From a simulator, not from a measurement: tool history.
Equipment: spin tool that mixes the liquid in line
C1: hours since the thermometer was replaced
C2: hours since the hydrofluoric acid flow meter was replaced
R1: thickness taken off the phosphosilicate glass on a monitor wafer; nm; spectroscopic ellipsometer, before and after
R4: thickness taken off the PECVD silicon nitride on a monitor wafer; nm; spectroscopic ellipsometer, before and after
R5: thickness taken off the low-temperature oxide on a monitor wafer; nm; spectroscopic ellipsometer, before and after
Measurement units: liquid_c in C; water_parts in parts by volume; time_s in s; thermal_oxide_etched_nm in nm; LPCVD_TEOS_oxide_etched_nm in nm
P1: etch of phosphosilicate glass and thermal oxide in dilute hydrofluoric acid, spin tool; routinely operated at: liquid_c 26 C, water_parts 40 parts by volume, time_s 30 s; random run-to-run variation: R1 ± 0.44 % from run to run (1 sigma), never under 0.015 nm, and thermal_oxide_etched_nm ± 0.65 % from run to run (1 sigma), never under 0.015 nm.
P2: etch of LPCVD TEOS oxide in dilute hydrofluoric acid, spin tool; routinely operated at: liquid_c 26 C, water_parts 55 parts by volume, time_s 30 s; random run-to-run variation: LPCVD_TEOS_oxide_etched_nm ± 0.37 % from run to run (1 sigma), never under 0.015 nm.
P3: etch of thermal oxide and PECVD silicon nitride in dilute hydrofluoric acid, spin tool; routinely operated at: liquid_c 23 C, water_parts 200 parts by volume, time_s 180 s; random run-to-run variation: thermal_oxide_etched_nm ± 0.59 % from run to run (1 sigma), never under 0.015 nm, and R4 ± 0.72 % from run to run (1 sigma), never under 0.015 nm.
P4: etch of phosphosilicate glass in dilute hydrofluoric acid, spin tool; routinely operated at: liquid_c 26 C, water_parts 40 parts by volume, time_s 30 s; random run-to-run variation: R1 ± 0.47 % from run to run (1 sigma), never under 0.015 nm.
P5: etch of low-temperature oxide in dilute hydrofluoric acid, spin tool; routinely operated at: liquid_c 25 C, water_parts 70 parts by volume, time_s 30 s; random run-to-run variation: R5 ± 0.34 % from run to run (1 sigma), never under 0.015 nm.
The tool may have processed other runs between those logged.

Run 1, hour 8.8: process P1, liquid_c 26 C, water_parts 40 parts by volume, time_s 30 s; C1 564; C2 781.8. Result: R1 74.179 nm, thermal_oxide_etched_nm 4.2053 nm.
Run 2, hour 20.3: process P1, liquid_c 26 C, water_parts 40 parts by volume, time_s 30 s; C1 575.5; C2 793.3. Result: R1 74.138 nm, thermal_oxide_etched_nm 4.1649 nm.
Run 3, hour 28.9: process P2, liquid_c 30.5 C, water_parts 55 parts by volume, time_s 30 s; C1 584.1; C2 801.9. Result: LPCVD_TEOS_oxide_etched_nm 12.421 nm.
Run 4, hour 38.6: process P3, liquid_c 23 C, water_parts 200 parts by volume, time_s 40 s; C1 593.8; C2 811.6. Result: thermal_oxide_etched_nm 0.78692 nm, R4 0.65692 nm.
Run 5, hour 48.1: process P2, liquid_c 26 C, water_parts 55 parts by volume, time_s 30 s; C1 603.3; C2 821.1. Result: LPCVD_TEOS_oxide_etched_nm 10.479 nm.
Run 6, hour 55.8: process P3, liquid_c 28 C, water_parts 200 parts by volume, time_s 180 s; C1 611; C2 828.8. Result: thermal_oxide_etched_nm 4.3334 nm, R4 3.8871 nm.
Run 7, hour 70.2: process P5, liquid_c 31 C, water_parts 70 parts by volume, time_s 30 s; C1 625.4; C2 843.2. Result: R5 15.313 nm.
Run 8, hour 80.3: process P2, liquid_c 26 C, water_parts 55 parts by volume, time_s 60 s; C1 635.5; C2 853.3. Result: LPCVD_TEOS_oxide_etched_nm 20.911 nm.
Run 9, hour 94.1: process P1, liquid_c 26 C, water_parts 55 parts by volume, time_s 15 s; C1 649.3; C2 867.1. Result: R1 26.145 nm, thermal_oxide_etched_nm 1.4893 nm.
Run 10, hour 106.2: process P4, liquid_c 26 C, water_parts 40 parts by volume, time_s 55 s; C1 661.4; C2 879.2. Result: R1 140.03 nm.
Run 11, hour 115.1: process P1, liquid_c 26 C, water_parts 20 parts by volume, time_s 30 s; C1 670.3; C2 888.1. Result: R1 150.5 nm, thermal_oxide_etched_nm 8.6256 nm.
Run 12, hour 127.8: process P3, liquid_c 23 C, water_parts 105 parts by volume, time_s 180 s; C1 683; C2 900.8. Result: thermal_oxide_etched_nm 7.6551 nm, R4 5.4409 nm.
Run 13, hour 137.2: process P1, liquid_c 19 C, water_parts 40 parts by volume, time_s 30 s; C1 692.4; C2 910.2. Result: R1 54.66 nm, thermal_oxide_etched_nm 3.0986 nm.
At hour 151.8: hydrofluoric acid flow meter replaced.
Run 14, hour 151.8: process P5, liquid_c 25 C, water_parts 70 parts by volume, time_s 30 s; C1 707; C2 0. Result: R5 12.165 nm.
Run 15, hour 160.6: process P3, liquid_c 23 C, water_parts 200 parts by volume, time_s 180 s; C1 715.8; C2 8.8. Result: thermal_oxide_etched_nm 3.6169 nm, R4 2.8538 nm.
Run 16, hour 171.4: process P1, liquid_c 19 C, water_parts 40 parts by volume, time_s 60 s; C1 726.6; C2 19.6. Result: R1 109.87 nm, thermal_oxide_etched_nm 6.1909 nm.
Run 17, hour 178.2: process P5, liquid_c 25 C, water_parts 70 parts by volume, time_s 55 s; C1 733.4; C2 26.4. Result: R5 22.187 nm.
Run 18, hour 192.2: process P1, liquid_c 33 C, water_parts 40 parts by volume, time_s 30 s; C1 747.4; C2 40.4. Result: R1 97.521 nm, thermal_oxide_etched_nm 5.5687 nm.
Run 19, hour 201: process P1, liquid_c 26 C, water_parts 40 parts by volume, time_s 15 s; C1 756.2; C2 49.2. Result: R1 37.055 nm, thermal_oxide_etched_nm 2.0671 nm.

Forecast run 20:
Run 20, hour 208.3: process P1, liquid_c 26 C, water_parts 40 parts by volume, time_s 30 s; C1 763.5; C2 56.5. Result: R1 ?, thermal_oxide_etched_nm ?.

Run 20 gave R1 73.854 nm, thermal_oxide_etched_nm 4.1189 nm.

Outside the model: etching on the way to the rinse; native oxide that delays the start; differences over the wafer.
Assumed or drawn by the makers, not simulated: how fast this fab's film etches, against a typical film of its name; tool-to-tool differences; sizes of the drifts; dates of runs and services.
